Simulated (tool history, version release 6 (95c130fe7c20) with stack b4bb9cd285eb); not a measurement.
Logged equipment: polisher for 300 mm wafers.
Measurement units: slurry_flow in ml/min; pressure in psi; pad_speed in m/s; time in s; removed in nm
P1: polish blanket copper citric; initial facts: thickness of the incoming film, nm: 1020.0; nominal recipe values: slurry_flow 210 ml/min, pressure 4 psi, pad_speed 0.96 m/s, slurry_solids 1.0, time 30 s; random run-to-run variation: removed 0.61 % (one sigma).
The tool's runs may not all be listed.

run    day  slurry_flow  pressure  pad_speed  slurry_solids  time  wafers polished on this pad  hours since the slurry nozzle was cleaned  hours since the head pressure was calibrated  hours since the slurry blender was calibrated  removed
  1  0.692          210         4       0.96            1.0    30                          578                                      107.7                                         853.3                                          132.6   68.330
  2  1.242          210         4       0.96            1.0    30                          777                                      120.9                                         866.5                                          145.8   68.760
  3  1.550          210         4       0.46            0.6    30                          888                                      128.3                                         873.9                                          153.2   30.318
  4  2.000          210         4       1.28            1.0    40                         1050                                      139.1                                         884.7                                          164.0  120.940
  5  2.508          210         6       0.96            1.0    30                         1233                                      151.3                                         896.9                                          176.2  101.260
  6  3.067          210         4       0.96            1.0    30                         1434                                      164.7                                         910.3                                          189.6   68.602
     3.296  -- slurry blender recalibrated
  7  3.488          125         4       0.96            1.0    30                         1586                                      174.8                                         920.4                                            4.6   63.554
  8  3.975          210         4       0.96            1.0    30                         1762                                      186.5                                         932.1                                           16.3   68.575
  9  4.467          210         4       0.44            1.0    30                         1939                                      198.3                                         943.9                                           28.1   32.305
 10  4.908          210         4       0.96            1.0    14                         2098                                      208.9                                         954.5                                           38.7   32.175
 11  5.529          210         4       0.96            1.0    30                         2322                                      223.8                                         969.4                                           53.6   67.976
 12  5.946          210         4       1.30            1.0    30                         2472                                      233.8                                         979.4                                           63.6   93.153
 13  6.258          210         4       0.96            1.0    45                         2585                                      241.3                                         986.9                                           71.1  103.530
 14  6.917          210         2       0.96            1.0    30                         2822                                      257.1                                        1002.7                                           86.9   34.753

What does the tool deliver on the next run?
 15  7.517          285         4       0.96            1.0    30                         3038                                      271.5                                        1017.1                                          101.3        ?

Logged for run 15: removed 70.751 nm.

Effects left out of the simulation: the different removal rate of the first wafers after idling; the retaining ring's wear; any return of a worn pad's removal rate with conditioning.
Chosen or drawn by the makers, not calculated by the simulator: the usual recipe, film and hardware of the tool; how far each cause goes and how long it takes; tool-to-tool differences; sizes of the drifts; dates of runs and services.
